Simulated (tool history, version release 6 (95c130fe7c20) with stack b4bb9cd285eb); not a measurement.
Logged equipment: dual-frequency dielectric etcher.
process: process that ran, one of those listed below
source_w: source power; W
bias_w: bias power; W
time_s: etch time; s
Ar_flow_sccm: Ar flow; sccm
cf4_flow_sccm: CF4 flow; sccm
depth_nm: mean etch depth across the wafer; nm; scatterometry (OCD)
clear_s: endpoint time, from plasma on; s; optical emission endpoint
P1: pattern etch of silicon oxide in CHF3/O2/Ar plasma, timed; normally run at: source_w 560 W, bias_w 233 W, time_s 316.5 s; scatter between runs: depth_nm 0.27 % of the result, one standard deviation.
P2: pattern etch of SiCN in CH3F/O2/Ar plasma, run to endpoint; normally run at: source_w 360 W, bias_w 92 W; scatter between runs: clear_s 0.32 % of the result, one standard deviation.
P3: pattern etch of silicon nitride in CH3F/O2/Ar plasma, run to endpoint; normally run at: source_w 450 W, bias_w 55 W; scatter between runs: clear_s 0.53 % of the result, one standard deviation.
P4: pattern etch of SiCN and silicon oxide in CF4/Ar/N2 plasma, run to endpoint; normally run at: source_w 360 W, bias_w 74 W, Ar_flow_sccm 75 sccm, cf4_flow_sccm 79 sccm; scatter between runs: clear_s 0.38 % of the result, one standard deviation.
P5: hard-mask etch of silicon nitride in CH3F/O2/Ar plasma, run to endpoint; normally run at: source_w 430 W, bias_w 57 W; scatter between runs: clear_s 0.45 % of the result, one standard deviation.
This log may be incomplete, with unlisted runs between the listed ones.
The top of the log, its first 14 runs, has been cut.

| run | hour | process | source_w | bias_w | time_s | Ar_flow_sccm | cf4_flow_sccm | depth_nm | clear_s |
|---|---|---|---|---|---|---|---|---|---|
| 15 | 200.8 | P4 | 430 | 74 |  | 75 | 79 |  | 10.955 |
| 16 | 215.9 | P3 | 450 | 71 |  |  |  |  | 32.205 |
| 17 | 227.5 | P4 | 360 | 44 |  | 75 | 79 |  | 15.076 |
| 18 | 239 | P2 | 360 | 92 |  |  |  |  | 17.637 |
| 19 | 248.2 | P2 | 360 | 73 |  |  |  |  | 19.159 |
| 20 | 264.5 | P1 | 560 | 233 | 316.5 |  |  | 673.14 |  |
| 21 | 272.9 | P1 | 560 | 233 | 174 |  |  | 368.62 |  |
| 22 | 281.2 | P1 | 560 | 191 | 316.5 |  |  | 626.04 |  |
| 23 | 298.1 | P2 | 360 | 92 |  |  |  |  | 17.674 |
| 24 | 313.6 | P1 | 560 | 233 | 316.5 |  |  | 670.38 |  |
| 25 | 328.9 | P2 | 220 | 92 |  |  |  |  | 21.193 |

Run 26, settings as shown, results not yet in. Your forecast:
| 26 | 339.2 | P3 | 450 | 55 |  |  |  |  | ? |

clear_s: 34.806 s
